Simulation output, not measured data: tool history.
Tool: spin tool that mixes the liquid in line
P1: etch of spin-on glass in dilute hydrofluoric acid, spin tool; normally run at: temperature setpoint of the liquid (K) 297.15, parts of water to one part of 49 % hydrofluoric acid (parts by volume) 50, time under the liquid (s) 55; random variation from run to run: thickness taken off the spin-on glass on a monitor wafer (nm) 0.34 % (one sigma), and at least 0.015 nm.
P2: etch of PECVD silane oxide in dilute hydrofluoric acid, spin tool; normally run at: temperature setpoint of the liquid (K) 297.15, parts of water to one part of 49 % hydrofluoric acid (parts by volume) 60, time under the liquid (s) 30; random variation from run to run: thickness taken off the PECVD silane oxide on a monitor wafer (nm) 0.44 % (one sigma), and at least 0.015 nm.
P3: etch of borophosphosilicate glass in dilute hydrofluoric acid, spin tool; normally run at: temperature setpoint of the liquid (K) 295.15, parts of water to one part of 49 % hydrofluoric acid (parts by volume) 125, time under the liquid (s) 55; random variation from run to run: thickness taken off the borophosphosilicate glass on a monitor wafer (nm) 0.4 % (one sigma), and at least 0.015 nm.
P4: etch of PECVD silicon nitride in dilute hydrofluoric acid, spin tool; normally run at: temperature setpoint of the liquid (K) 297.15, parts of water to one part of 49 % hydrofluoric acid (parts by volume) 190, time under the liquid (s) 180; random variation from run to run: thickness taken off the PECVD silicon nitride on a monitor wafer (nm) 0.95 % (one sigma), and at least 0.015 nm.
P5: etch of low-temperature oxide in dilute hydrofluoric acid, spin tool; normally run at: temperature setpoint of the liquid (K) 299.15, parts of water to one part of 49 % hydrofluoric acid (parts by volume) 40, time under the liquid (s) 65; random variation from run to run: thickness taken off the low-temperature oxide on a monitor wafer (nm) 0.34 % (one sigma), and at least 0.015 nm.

run   hour  process that ran  temperature setpoint of the liquid (K)  parts of water to one part of 49 % hydrofluoric acid (parts by volume)  time under the liquid (s)  hours since the thermometer was replaced  hours since the hydrofluoric acid flow meter was replaced  thickness taken off the spin-on glass on a monitor wafer (nm)  thickness taken off the low-temperature oxide on a monitor wafer (nm)  thickness taken off the PECVD silane oxide on a monitor wafer (nm)  thickness taken off the borophosphosilicate glass on a monitor wafer (nm)  thickness taken off the PECVD silicon nitride on a monitor wafer (nm)
  1   11.7                P1                                  297.15                                                                      50                         55                                     495.7                                                     1512.7                                                         42.329
  2   19.9                P5                                  299.15                                                                      25                         65                                     503.9                                                     1520.9                                                                                                                                32.119
  3   34.4                P1                                  290.15                                                                      50                        100                                     518.4                                                     1535.4                                                         57.317
  4   48.6                P2                                  297.15                                                                      60                         15                                     532.6                                                     1549.6                                                                                                                                                                                                    12.638
  5   62.5                P1                                  297.15                                                                      50                         55                                     546.5                                                     1563.5                                                         42.568
  6   73.9                P1                                  297.15                                                                      75                         55                                     557.9                                                     1574.9                                                         27.377
  7   84.4                P1                                  297.15                                                                      50                         20                                     568.4                                                     1585.4                                                         15.483
  8   98.9                P3                                  302.15                                                                     125                         55                                     582.9                                                     1599.9                                                                                                                                                                                                                                                                               17.422
  9  110.5                P3                                  295.15                                                                      25                         55                                     594.5                                                     1611.5                                                                                                                                                                                                                                                                               76.156
 10  119.4                P1                                  297.15                                                                      50                         55                                     603.4                                                     1620.4                                                         42.081
 11  132.1                P5                                  299.15                                                                      40                        130                                     616.1                                                     1633.1                                                                                                                                39.347
 12  146.5                P1                                  297.15                                                                      20                         55                                     630.5                                                     1647.5                                                         110.25
 13  155.3                P4                                  297.15                                                                     190                        320                                     639.3                                                     1656.3                                                                                                                                                                                                                                                                                                                                                      3.9556
 14  163.7                P1                                  297.15                                                                      50                         55                                     647.7                                                     1664.7                                                         42.319
 15  172.2                P3                                  295.15                                                                     125                         25                                     656.2                                                     1673.2                                                                                                                                                                                                                                                                               6.1061
 16  187.4                P1                                  297.15                                                                      50                        105                                     671.4                                                     1688.4                                                          80.67
 17  200.7                P4                                  297.15                                                                     190                        180                                     684.7                                                     1701.7                                                                                                                                                                                                                                                                                                                                                       2.246
 18  208.3                P2                                  297.15                                                                      90                         30                                     692.3                                                     1709.3                                                                                                                                                                                                    16.306
 19  223.7                P1                                  304.15                                                                      50                         55                                     707.7                                                     1724.7                                                         55.785
 20  236.4                P5                                  299.15                                                                      40                         65                                     720.4                                                     1737.4                                                                                                                                19.692
 21  246.8                P1                                  297.15                                                                      50                         55                                     730.8                                                     1747.8                                                         42.087
 22  254.5                P5                                  299.15                                                                      40                         65                                     738.5                                                     1755.5                                                                                                                                19.681
 23    269                P2                                  290.15                                                                      60                         30                                       753                                                       1770                                                                                                                                                                                                    18.825
 24  281.7                P5                                  306.65                                                                      40                         65                                     765.7                                                     1782.7                                                                                                                                26.488
 25  289.4                P2                                  297.15                                                                      60                         30                                     773.4                                                     1790.4                                                                                                                                                                                                    25.181
 26  303.4                P2                                  297.15                                                                      60                         30                                     787.4                                                     1804.4                                                                                                                                                                                                    25.237
 27  311.2                P3                                  295.15                                                                     125                         55                                     795.2                                                     1812.2                                                                                                                                                                                                                                                                               13.372
 28  321.3                P1                                  297.15                                                                      50                         55                                     805.3                                                     1822.3                                                         42.348
 29  336.9                P4                                  305.15                                                                     190                        180                                     820.9                                                     1837.9                                                                                                                                                                                                                                                                                                                                                      3.6311
 30  351.7                P4                                  297.15                                                                      35                        180                                     835.7                                                     1852.7                                                                                                                                                                                                                                                                                                                                                      11.856
 31  360.3                P3                                  295.15                                                                     125                         55                                     844.3                                                     1861.3                                                                                                                                                                                                                                                                               13.395
 32  376.2                P1                                  297.15                                                                      50                         55                                     860.2                                                     1877.2                                                         42.296
 33  387.7                P1                                  292.15                                                                      50                         55                                     871.7                                                     1888.7                                                         34.103
 34  403.3                P1                                  297.15                                                                      50                         55                                     887.3                                                     1904.3                                                         42.396
 35  418.9                P1                                  297.15                                                                      50                         55                                     902.9                                                     1919.9                                                         44.005
 36  427.5                P1                                  297.15                                                                      50                         55                                     911.5                                                     1928.5                                                         44.272
 37  437.8                P1                                  297.15                                                                      50                         55                                     921.8                                                     1938.8                                                         44.877
 38  451.3                P1                                  297.15                                                                      50                         55                                     935.3                                                     1952.3                                                         45.249
 39  463.9                P1                                  297.15                                                                      50                         55                                     947.9                                                     1964.9                                                         45.299
 40  478.7                P1                                  297.15                                                                      50                         55                                     962.7                                                     1979.7                                                         45.544
 41  493.3                P1                                  297.15                                                                      50                         55                                     977.3                                                     1994.3                                                         45.391

What P1 gives has crept away from where it was. These 2 causes fit the log equally well, each at the size given:
A: hydrofluoric acid flow above the setpoint (%) = 6.62
B: liquid hotter than its thermometer reads (K) = 1.67
The creep began at about hour 403.3.

4 check runs are offered, each on 2 wafers whose results are averaged, their results left as question marks. Which one tells the causes apart?
check 1  507.9                P3                                  295.15                                                                      45                         55                                                                                                                                                                                                                                                                                                                                                                                         ?
check 2  507.9                P4                                  297.15                                                                      40                        305                                                                                                                                                                                                                                                                                                                                                                                                                                                                ?
check 3  507.9                P2                                  291.15                                                                      60                         15                                                                                                                                                                                                                                                                                                              ?
check 4  507.9                P5                                  305.15                                                                      40                        115                                                                                                                                                                                                                                          ?

What each check would give under each cause:
  check                                                                     result    if A    if B
check 1  thickness taken off the borophosphosilicate glass on a monitor wafer (nm)  43.916  44.008
check 2      thickness taken off the PECVD silicon nitride on a monitor wafer (nm)  18.705  19.668
check 3         thickness taken off the PECVD silane oxide on a monitor wafer (nm)  10.493  10.521
check 4      thickness taken off the low-temperature oxide on a monitor wafer (nm)  47.295  47.137
How far apart the two closest causes lie, in the result that separates them most: check 1 0.21 %; check 2 5.02 %; check 3 0.27 %; check 4 0.33 %
Only check 2 tells the causes apart: in the others they would give nearly the same result.

Check 2 was then run and gave: thickness taken off the PECVD silicon nitride on a monitor wafer (nm) 19.724. Which cause is it?

It is B: liquid hotter than its thermometer reads (K).
